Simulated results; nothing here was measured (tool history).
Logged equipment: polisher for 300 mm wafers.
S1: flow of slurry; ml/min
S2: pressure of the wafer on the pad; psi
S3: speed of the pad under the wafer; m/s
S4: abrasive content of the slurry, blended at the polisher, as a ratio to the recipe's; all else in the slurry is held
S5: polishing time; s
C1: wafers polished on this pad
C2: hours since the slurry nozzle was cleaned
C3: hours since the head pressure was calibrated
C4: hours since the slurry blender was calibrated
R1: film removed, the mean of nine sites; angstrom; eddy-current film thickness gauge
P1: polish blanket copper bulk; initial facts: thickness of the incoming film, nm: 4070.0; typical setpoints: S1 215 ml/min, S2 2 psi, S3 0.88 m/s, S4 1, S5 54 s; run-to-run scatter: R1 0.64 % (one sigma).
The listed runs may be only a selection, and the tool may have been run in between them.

run 1 hour=6.5 | S1=215 S2=2 S3=0.88 S4=1 S5=54 | C1=252 C2=366 C3=367.7 C4=69.8 | R1=2492.4
run 2 hour=18.1 | S1=215 S2=2 S3=0.66 S4=1 S5=54 | C1=373 C2=377.6 C3=379.3 C4=81.4 | R1=1878.8
run 3 hour=26.7 | S1=340 S2=2 S3=0.88 S4=1 S5=54 | C1=464 C2=386.2 C3=387.9 C4=90 | R1=2628.4
run 4 hour=33.2 | S1=215 S2=2 S3=0.88 S4=1 S5=54 | C1=532 C2=392.7 C3=394.4 C4=96.5 | R1=2525.8
run 5 hour=39.3 | S1=215 S2=2 S3=0.44 S4=1 S5=84 | C1=596 C2=398.8 C3=400.5 C4=102.6 | R1=1972.2
run 6 hour=46.6 | S1=215 S2=2 S3=0.88 S4=1 S5=54 | C1=672 C2=406.1 C3=407.8 C4=109.9 | R1=2504.2
run 7 hour=55.2 | S1=215 S2=2 S3=0.88 S4=1 S5=54 | C1=762 C2=414.7 C3=416.4 C4=118.5 | R1=2513.8
run 8 hour=65.4 | S1=215 S2=2 S3=0.88 S4=1.3 S5=54 | C1=869 C2=424.9 C3=426.6 C4=128.7 | R1=2665
run 9 hour=77.4 | S1=215 S2=2 S3=0.88 S4=1 S5=83 | C1=995 C2=436.9 C3=438.6 C4=140.7 | R1=3887.4
run 10 hour=88.4 | S1=215 S2=2.7 S3=0.88 S4=1 S5=54 | C1=1110 C2=447.9 C3=449.6 C4=151.7 | R1=3423.7
-- hour=94.3 slurry blender recalibrated
run 11 hour=100.7 | S1=215 S2=2 S3=1.28 S4=1 S5=54 | C1=1239 C2=460.2 C3=461.9 C4=6.4 | R1=3674.4
run 12 hour=109 | S1=150 S2=1.4 S3=0.88 S4=1 S5=54 | C1=1326 C2=468.5 C3=470.2 C4=14.7 | R1=1673.9
run 13 hour=116.4 | S1=215 S2=2 S3=0.88 S4=0.5 S5=54 | C1=1404 C2=475.9 C3=477.6 C4=22.1 | R1=2160.8
run 14 hour=127.8 | S1=215 S2=2 S3=0.88 S4=1 S5=54 | C1=1524 C2=487.3 C3=489 C4=33.5 | R1=2527.5
run 15 hour=137.3 | S1=215 S2=2 S3=0.88 S4=1 S5=35 | C1=1623 C2=496.8 C3=498.5 C4=43 | R1=1615.6
run 16 hour=144.8 | S1=215 S2=1.1 S3=0.88 S4=1 S5=54 | C1=1702 C2=504.3 C3=506 C4=50.5 | R1=1378.1
run 17 hour=150.8 | S1=215 S2=2 S3=0.88 S4=1 S5=54 | C1=1765 C2=510.3 C3=512 C4=56.5 | R1=2512.2

What does the tool deliver on the next run?
run 18 hour=157.9 | S1=130 S2=2 S3=0.88 S4=1 S5=54 | C1=1839 C2=517.4 C3=519.1 C4=63.6 | R1=?

Run 18 produced R1 2324.5 angstrom.
